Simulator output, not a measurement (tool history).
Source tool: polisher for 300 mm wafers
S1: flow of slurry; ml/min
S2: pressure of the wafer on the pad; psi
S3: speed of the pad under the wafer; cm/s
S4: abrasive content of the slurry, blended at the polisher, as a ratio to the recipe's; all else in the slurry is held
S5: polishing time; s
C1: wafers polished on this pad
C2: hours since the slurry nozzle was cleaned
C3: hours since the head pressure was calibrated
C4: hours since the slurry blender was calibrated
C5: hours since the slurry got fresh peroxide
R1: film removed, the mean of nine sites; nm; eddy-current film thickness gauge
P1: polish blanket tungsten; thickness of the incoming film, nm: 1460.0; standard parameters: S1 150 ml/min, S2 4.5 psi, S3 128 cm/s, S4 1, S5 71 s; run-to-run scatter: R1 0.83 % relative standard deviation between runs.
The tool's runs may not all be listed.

| run | hour | S1 | S2 | S3 | S4 | S5 | C1 | C2 | C3 | C4 | C5 | R1 |
|---|---|---|---|---|---|---|---|---|---|---|---|---|
| 1 | 9.4 | 150 | 4.5 | 128 | 1 | 71 | 539 | 133.3 | 191.3 | 44 | 93.8 | 474.99 |
| 2 | 22.4 | 150 | 4.5 | 178 | 1 | 71 | 682 | 146.3 | 204.3 | 57 | 106.8 | 657.36 |
| 3 | 33.6 | 150 | 4.5 | 128 | 1 | 71 | 805 | 157.5 | 215.5 | 68.2 | 118 | 470.78 |
| 4 | 40.2 | 150 | 4.5 | 128 | 1 | 108 | 877 | 164.1 | 222.1 | 74.8 | 124.6 | 717.2 |
| 5 | 51.2 | 150 | 7.1 | 128 | 1 | 71 | 998 | 175.1 | 233.1 | 85.8 | 135.6 | 734.12 |
|  | 57.5 | worn pad replaced by a new one |
|  | 59.6 | head pressure recalibrated |
| 6 | 60.6 | 150 | 4.5 | 128 | 1 | 71 | 35 | 184.5 | 1 | 95.2 | 145 | 469.12 |
| 7 | 69.3 | 150 | 4.5 | 128 | 1.45 | 71 | 130 | 193.2 | 9.7 | 103.9 | 153.7 | 510.61 |
| 8 | 82.9 | 150 | 4.5 | 128 | 1 | 71 | 280 | 206.8 | 23.3 | 117.5 | 167.3 | 470.08 |
| 9 | 90.7 | 150 | 4.5 | 128 | 0.7 | 71 | 365 | 214.6 | 31.1 | 125.3 | 175.1 | 436.68 |
| 10 | 97.9 | 150 | 4.5 | 128 | 1 | 71 | 444 | 221.8 | 38.3 | 132.5 | 182.3 | 468.72 |
| 11 | 109.8 | 115 | 2.1 | 128 | 1 | 71 | 575 | 233.7 | 50.2 | 144.4 | 194.2 | 211.01 |
| 12 | 119.6 | 150 | 2.6 | 128 | 1 | 71 | 683 | 243.5 | 60 | 154.2 | 204 | 271.28 |
| 13 | 129.5 | 150 | 4.5 | 128 | 1 | 46 | 792 | 253.4 | 69.9 | 164.1 | 213.9 | 303.18 |
| 14 | 135.9 | 200 | 4.5 | 128 | 1 | 71 | 862 | 259.8 | 76.3 | 170.5 | 220.3 | 493.53 |
| 15 | 142.4 | 90 | 4.5 | 128 | 1 | 71 | 934 | 266.3 | 82.8 | 177 | 226.8 | 418.02 |
| 16 | 155.5 | 150 | 4.5 | 58 | 1 | 71 | 1078 | 279.4 | 95.9 | 190.1 | 239.9 | 212.17 |
| 17 | 169.9 | 150 | 4.5 | 128 | 1 | 71 | 1236 | 293.8 | 110.3 | 204.5 | 254.3 | 476.84 |
| 18 | 176.3 | 150 | 4.5 | 128 | 1 | 71 | 1306 | 300.2 | 116.7 | 210.9 | 260.7 | 466.46 |
| 19 | 188.9 | 150 | 4.5 | 128 | 1 | 71 | 1445 | 312.8 | 129.3 | 223.5 | 273.3 | 450.83 |
| 20 | 196.5 | 150 | 4.5 | 128 | 1 | 71 | 1528 | 320.4 | 136.9 | 231.1 | 280.9 | 445.07 |
| 21 | 204 | 150 | 4.5 | 128 | 1 | 71 | 1611 | 327.9 | 144.4 | 238.6 | 288.4 | 435.58 |
|  | 212.2 | head pressure recalibrated |
| 22 | 218 | 150 | 4.5 | 128 | 1 | 71 | 1765 | 341.9 | 5.9 | 252.6 | 302.4 | 429.19 |
|  | 222.6 | worn pad replaced by a new one |
| 23 | 229.7 | 150 | 4.5 | 128 | 1 | 71 | 78 | 353.6 | 17.6 | 264.3 | 314.1 | 424.72 |
|  | 232.4 | slurry blender recalibrated |
| 24 | 236.6 | 150 | 4.5 | 128 | 1 | 71 | 154 | 360.5 | 24.5 | 4.2 | 321 | 427.13 |
| 25 | 243.4 | 150 | 4.5 | 128 | 1 | 71 | 229 | 367.3 | 31.3 | 11 | 327.8 | 422.08 |
| 26 | 256.4 | 150 | 4.5 | 128 | 1 | 71 | 372 | 380.3 | 44.3 | 24 | 340.8 | 427.48 |
| 27 | 264.3 | 150 | 4.5 | 128 | 1 | 71 | 459 | 388.2 | 52.2 | 31.9 | 348.7 | 419.23 |

What P1 gives has crept away from where it was. These 2 causes fit the log equally well, each at the size given:
A: peroxide lost from the slurry, % = 24.1
B: slurry flow missing at the pad, % = 39.2
Onset of the creep was near hour 169.9.
Each remaining cause and why it is not a fit:
removal rate lost through wear of the pad, %: serviced at hour 222.6, after the change had begun; the process did not return to its earlier output
head's pressure below its setpoint, %: serviced at hour 212.2, after the change had begun; the process did not return to its earlier output
abrasive missing from the slurry, %: serviced at hour 232.4, after the change had begun; the process did not return to its earlier output

The list below offers 4 check runs, each averaging the results of 3 wafers, and shows each result as a question mark. For which of them would the listed causes give clearly different results?
| check 1 | 272.2 | 150 | 6.4 | 128 | 1 | 98 |  |  |  |  |  | ? |
| check 2 | 272.2 | 150 | 4.5 | 162 | 1 | 71 |  |  |  |  |  | ? |
| check 3 | 272.2 | 105 | 4.5 | 84 | 1 | 71 |  |  |  |  |  | ? |
| check 4 | 272.2 | 150 | 2.6 | 128 | 0.7 | 71 |  |  |  |  |  | ? |

Expected result of each check under each candidate cause:
| check | result | if A | if B |
|---|---|---|---|
| check 1 | R1 | 832.37 | 832.4 |
| check 2 | R1 | 536.64 | 536.66 |
| check 3 | R1 | 258.77 | 248.69 |
| check 4 | R1 | 225.5 | 225.51 |
Distance between the nearest two causes, measured in the result of the check that separates them most: check 1 0 %; check 2 0 %; check 3 3.98 %; check 4 0 %
The other checks would show nearly matching results whichever cause is true, so check 3 is the only one that separates the causes.

With check 3 done, the readings were: R1 260.04 nm. Identify which of the listed causes applies.

It is A: peroxide lost from the slurry, %.
